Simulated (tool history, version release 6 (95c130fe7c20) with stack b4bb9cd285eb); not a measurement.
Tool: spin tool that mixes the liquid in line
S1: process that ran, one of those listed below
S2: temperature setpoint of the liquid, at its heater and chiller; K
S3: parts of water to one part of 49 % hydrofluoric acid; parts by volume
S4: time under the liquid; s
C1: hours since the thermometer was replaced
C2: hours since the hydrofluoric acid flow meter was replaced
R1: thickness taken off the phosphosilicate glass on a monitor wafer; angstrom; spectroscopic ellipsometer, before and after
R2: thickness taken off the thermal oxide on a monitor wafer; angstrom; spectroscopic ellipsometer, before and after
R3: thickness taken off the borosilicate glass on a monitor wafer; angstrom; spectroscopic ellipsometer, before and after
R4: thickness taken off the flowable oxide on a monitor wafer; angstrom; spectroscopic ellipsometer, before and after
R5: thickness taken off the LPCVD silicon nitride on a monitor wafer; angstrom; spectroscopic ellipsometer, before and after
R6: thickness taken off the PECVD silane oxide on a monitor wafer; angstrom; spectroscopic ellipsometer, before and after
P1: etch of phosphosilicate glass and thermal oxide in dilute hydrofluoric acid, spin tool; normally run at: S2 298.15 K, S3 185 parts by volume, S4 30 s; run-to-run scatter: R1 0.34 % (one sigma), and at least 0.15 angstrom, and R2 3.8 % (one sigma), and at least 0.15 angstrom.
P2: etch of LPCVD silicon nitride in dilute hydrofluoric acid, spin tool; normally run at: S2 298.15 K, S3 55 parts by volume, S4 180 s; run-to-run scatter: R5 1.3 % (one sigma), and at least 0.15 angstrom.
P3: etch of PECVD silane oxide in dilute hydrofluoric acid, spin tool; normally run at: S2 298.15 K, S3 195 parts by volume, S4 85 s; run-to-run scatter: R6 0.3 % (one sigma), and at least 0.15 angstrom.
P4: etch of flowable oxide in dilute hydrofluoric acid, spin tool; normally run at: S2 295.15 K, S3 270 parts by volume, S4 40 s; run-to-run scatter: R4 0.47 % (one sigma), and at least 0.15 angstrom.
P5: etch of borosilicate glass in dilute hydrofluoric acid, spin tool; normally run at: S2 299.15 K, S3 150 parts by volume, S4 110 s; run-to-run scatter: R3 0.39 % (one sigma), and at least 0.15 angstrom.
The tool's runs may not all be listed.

run,hour,S1,S2,S3,S4,C1,C2,R1,R2,R3,R4,R5,R6
1,6.5,P1,298.15,185,30,917.7,999.8,133.980,6.7678,,,,
2,14.3,P5,299.15,150,110,925.5,1007.6,,,204.440,,,
3,25.0,P1,298.15,325,30,936.2,1018.3,66.364,3.0687,,,,
4,33.1,P1,298.15,185,30,944.3,1026.4,134.320,7.6612,,,,
5,43.2,P4,290.15,270,40,954.4,1036.5,,,,39.908,,
6,51.1,P5,299.15,150,25,962.3,1044.4,,,46.528,,,
7,59.4,P1,302.65,185,30,970.6,1052.7,158.970,7.8369,,,,
8,69.4,P1,298.15,185,30,980.6,1062.7,134.550,7.1735,,,,
9,74.8,P2,298.15,55,330,986.0,1068.1,,,,,29.5250,
10,82.1,P2,298.15,55,180,993.3,1075.4,,,,,16.4700,
11,89.5,P4,295.15,270,60,1000.7,1082.8,,,,71.793,,
12,98.6,P1,305.15,260,30,1009.8,1091.9,110.980,6.1430,,,,
13,108.9,P3,298.15,280,85,1020.1,1102.2,,,,,,77.555
14,116.7,P2,291.15,55,180,1027.9,1110.0,,,,,10.4700,
15,126.3,P2,298.15,100,180,1037.5,1119.6,,,,,9.6475,
16,136.7,P3,298.15,195,85,1047.9,1130.0,,,,,,121.660
17,146.1,P2,298.15,55,180,1057.3,1139.4,,,,,16.4340,
18,155.9,P1,290.65,185,30,1067.1,1149.2,100.910,5.1374,,,,
19,163.7,P5,299.15,70,110,1074.9,1157.0,,,485.580,,,
20,170.9,P1,298.15,185,30,1082.1,1164.2,135.450,7.0257,,,,
21,179.5,P3,304.65,195,85,1090.7,1172.8,,,,,,152.720
22,190.1,P1,298.15,185,15,1101.3,1183.4,67.019,3.5478,,,,
23,198.1,P4,295.15,485,40,1109.3,1191.4,,,,21.954,,
24,204.9,P5,307.15,150,110,1116.1,1198.2,,,272.690,,,
25,213.4,P4,295.15,270,40,1124.6,1206.7,,,,47.671,,
26,224.6,P1,298.15,185,30,1135.8,1217.9,134.570,7.3334,,,,
27,232.6,P1,298.15,185,30,1143.8,1225.9,134.490,7.9196,,,,
28,243.1,P1,298.15,65,30,1154.3,1236.4,442.290,24.7300,,,,
29,249.8,P3,298.15,195,15,1161.0,1243.1,,,,,,21.531
30,260.6,P1,298.15,185,60,1171.8,1253.9,268.390,14.3980,,,,
31,270.0,P1,298.15,185,30,1181.2,1263.3,134.580,6.8654,,,,
32,281.3,P1,298.15,185,30,1192.5,1274.6,128.380,7.0158,,,,
33,290.8,P1,298.15,185,30,1202.0,1284.1,126.850,6.8856,,,,
34,300.1,P1,298.15,185,30,1211.3,1293.4,125.150,6.7536,,,,
35,309.1,P1,298.15,185,30,1220.3,1302.4,123.780,6.0465,,,,
36,314.3,P1,298.15,185,30,1225.5,1307.6,124.840,6.8001,,,,
37,321.7,P1,298.15,185,30,1232.9,1315.0,123.490,6.4756,,,,

The next listed run, before its measurement:
38,331.6,P1,298.15,185,30,1242.8,1324.9,?,?,,,,

R1: 123.770 angstrom
R2: 6.2715 angstrom

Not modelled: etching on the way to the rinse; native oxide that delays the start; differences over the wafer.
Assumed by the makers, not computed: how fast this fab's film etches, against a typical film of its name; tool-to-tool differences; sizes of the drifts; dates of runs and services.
